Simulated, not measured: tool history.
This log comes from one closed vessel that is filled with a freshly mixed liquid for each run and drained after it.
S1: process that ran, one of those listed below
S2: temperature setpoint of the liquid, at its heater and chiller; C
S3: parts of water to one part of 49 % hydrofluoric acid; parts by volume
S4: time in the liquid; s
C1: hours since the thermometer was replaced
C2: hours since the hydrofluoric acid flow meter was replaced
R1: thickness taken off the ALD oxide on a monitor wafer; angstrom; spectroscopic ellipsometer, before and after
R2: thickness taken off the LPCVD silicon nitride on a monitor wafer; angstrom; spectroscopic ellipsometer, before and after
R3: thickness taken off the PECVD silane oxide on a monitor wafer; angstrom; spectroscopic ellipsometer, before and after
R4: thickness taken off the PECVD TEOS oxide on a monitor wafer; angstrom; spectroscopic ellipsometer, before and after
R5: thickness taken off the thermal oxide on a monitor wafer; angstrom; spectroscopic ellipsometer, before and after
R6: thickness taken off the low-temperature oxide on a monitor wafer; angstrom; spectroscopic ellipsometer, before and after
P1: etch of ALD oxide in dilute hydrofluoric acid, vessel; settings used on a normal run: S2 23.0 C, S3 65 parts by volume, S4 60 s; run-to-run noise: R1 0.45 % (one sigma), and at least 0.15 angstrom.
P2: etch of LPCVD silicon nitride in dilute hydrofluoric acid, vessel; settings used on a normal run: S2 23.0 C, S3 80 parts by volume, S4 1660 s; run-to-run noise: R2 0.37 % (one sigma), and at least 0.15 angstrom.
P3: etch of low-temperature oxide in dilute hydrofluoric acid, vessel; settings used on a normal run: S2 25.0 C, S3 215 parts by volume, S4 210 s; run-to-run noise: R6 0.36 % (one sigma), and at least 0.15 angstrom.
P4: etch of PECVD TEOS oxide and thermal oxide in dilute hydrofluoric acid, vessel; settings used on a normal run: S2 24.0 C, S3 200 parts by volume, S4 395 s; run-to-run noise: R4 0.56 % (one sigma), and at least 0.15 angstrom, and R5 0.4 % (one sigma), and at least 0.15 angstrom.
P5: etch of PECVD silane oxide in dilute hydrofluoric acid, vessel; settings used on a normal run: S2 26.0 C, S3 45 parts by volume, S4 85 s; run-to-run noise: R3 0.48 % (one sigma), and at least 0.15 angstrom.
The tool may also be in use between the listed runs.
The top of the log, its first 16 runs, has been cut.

run	hour	S1	S2	S3	S4	C1	C2	R1	R2	R3	R4	R5	R6
17	168.0	P2	23.0	80	40	639.4	292.3		2.8282				
18	180.9	P5	26.0	45	85	652.3	305.2			533.44			
19	189.5	P1	23.0	65	30	660.9	313.8	100.510					
20	196.3	P4	24.0	200	395	667.7	320.6				495.21	81.494	
21	209.7	P1	23.0	65	90	681.1	334.0	303.340					
22	217.4	P3	25.0	215	210	688.8	341.7						166.940
23	229.3	P3	25.0	95	210	700.7	353.6						429.250
24	239.5	P5	26.0	45	30	710.9	363.8			189.71			
25	251.3	P5	30.0	45	85	722.7	375.6			629.66			
26	261.9	P5	26.0	70	85	733.3	386.2			332.12			
# hour 269.8: hydrofluoric acid flow meter replaced
27	275.8	P2	17.0	80	1660	747.2	6.1		70.1870				
28	282.4	P3	18.5	215	210	753.8	12.7						130.660
29	292.9	P1	18.0	65	60	764.3	23.2	164.960					
30	305.9	P1	19.5	65	30	777.3	36.2	86.934					

Run 31 is up next; what results do you expect?
31	312.8	P2	23.0	25	1660	784.2	43.1		?				

{"run 31": {"R2": 328.13}}

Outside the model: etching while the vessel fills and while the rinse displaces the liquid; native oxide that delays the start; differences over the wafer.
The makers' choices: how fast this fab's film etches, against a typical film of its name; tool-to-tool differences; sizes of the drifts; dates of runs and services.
